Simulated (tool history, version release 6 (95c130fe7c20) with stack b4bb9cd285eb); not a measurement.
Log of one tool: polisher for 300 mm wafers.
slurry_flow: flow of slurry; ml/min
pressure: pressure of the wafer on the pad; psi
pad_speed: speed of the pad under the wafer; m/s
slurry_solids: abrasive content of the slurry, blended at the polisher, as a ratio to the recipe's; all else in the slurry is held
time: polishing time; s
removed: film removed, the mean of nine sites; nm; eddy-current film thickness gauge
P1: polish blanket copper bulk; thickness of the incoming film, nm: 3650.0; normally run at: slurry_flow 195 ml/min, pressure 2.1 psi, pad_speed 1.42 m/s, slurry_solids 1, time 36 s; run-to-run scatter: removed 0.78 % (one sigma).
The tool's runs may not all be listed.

run	hour	slurry_flow	pressure	pad_speed	slurry_solids	time	wafers polished on this pad	hours since the slurry nozzle was cleaned	hours since the head pressure was calibrated	hours since the slurry blender was calibrated	removed
1	7.5	195	2.1	1.42	1	36	1044	203.6	520.1	136.6	389.78
2	15.1	195	2.1	1.42	1	36	1167	211.2	527.7	144.2	386.08
3	28	195	2.1	1.42	1	36	1377	224.1	540.6	157.1	389.26
4	39.8	140	2.7	1.42	1	36	1568	235.9	552.4	168.9	472.38
5	53.5	195	2.1	1.42	0.55	36	1791	249.6	566.1	182.6	342.22
6	59.9	195	2.1	1.42	1	56	1895	256	572.5	189	603.74
7	70.9	275	2.1	1.42	1	36	2074	267	583.5	200	402.35
8	84.6	195	2.1	1.42	1	36	2296	280.7	597.2	213.7	389.35
9	96.8	195	2.1	2.22	1	36	2494	292.9	609.4	225.9	618.93
10	104	195	2.1	1.42	1	16	2611	300.1	616.6	233.1	173.23
11	117.2	115	2.1	1.42	1	36	2826	313.3	629.8	246.3	353.28
12	125.9	195	2.1	1.76	1	47	2967	322	638.5	255	629.13
13	138	195	1.5	1.42	1	36	3164	334.1	650.6	267.1	278.57
14	148.1	115	2.8	1.42	1	36	3328	344.2	660.7	277.2	476.51
15	158.9	195	2.1	1.42	1.5	36	3503	355	671.5	288	420.32
16	170.4	195	2.1	1.42	1	36	3690	366.5	683	299.5	391.36
17	183.3	195	2.1	0.64	1	36	3900	379.4	695.9	312.4	174.24
18	194	195	3.1	1.42	1	36	4074	390.1	706.6	323.1	571.79
19	204.8	195	2.1	1.42	1	36	4249	400.9	717.4	333.9	390.01
20	217.3	195	2.1	1.42	1	36	4452	413.4	729.9	346.4	380.79
21	225.2	195	2.1	1.42	1	36	4581	421.3	737.8	354.3	375.73
22	235.4	195	2.1	1.42	1	36	4746	431.5	748	364.5	362.51
23	248.4	195	2.1	1.42	1	36	4957	444.5	761	377.5	362.27
24	259.2	195	2.1	1.42	1	36	5133	455.3	771.8	388.3	358.39
# hour 264.3: worn pad replaced by a new one
# hour 268.2: slurry blender recalibrated
25	272.9	195	2.1	1.42	1	36	141	469	785.5	4.7	360.52
26	279.6	195	2.1	1.42	1	36	250	475.7	792.2	11.4	360.71
27	291.8	195	2.1	1.42	1	36	448	487.9	804.4	23.6	355.75
28	302.8	195	2.1	1.42	1	36	626	498.9	815.4	34.6	355.74
29	310.3	195	2.1	1.42	1	36	748	506.4	822.9	42.1	355.84
30	320.2	195	2.1	1.42	1	36	909	516.3	832.8	52	357.19

What P1 gives has crept away from where it was. These 2 causes fit the log equally well, each at the size given:
A: head's pressure below its setpoint, % = 8.1
B: slurry flow missing at the pad, % = 39
The creep began at about hour 204.8.
Why every other cause is out:
removal rate lost through wear of the pad, %: serviced at hour 264.3, which brought nothing back
abrasive missing from the slurry, %: serviced at hour 268.2, which brought nothing back

4 check runs are offered, each on 2 wafers whose results are averaged, their results left as question marks. Which one tells the causes apart?
check 1	330.1	195	2.1	0.9	1	20					?
check 2	330.1	195	2.1	1.42	1.45	17					?
check 3	330.1	115	2.1	1.42	1	26					?
check 4	330.1	195	3.1	1.42	1	36					?

What each check would give under each cause:
check	result	if A	if B
check 1	removed	125.79	125.78
check 2	removed	183	182.98
check 3	removed	235.37	223.63
check 4	removed	527.38	527.32
How far apart the two closest causes lie, in the result that separates them most: check 1 0.01 %; check 2 0.01 %; check 3 5.12 %; check 4 0.01 %
Only check 3 tells the causes apart: in the others they would give nearly the same result.

Check 3 was then run and gave: removed 234.87 nm. Which cause is it?

It is A: head's pressure below its setpoint, %.
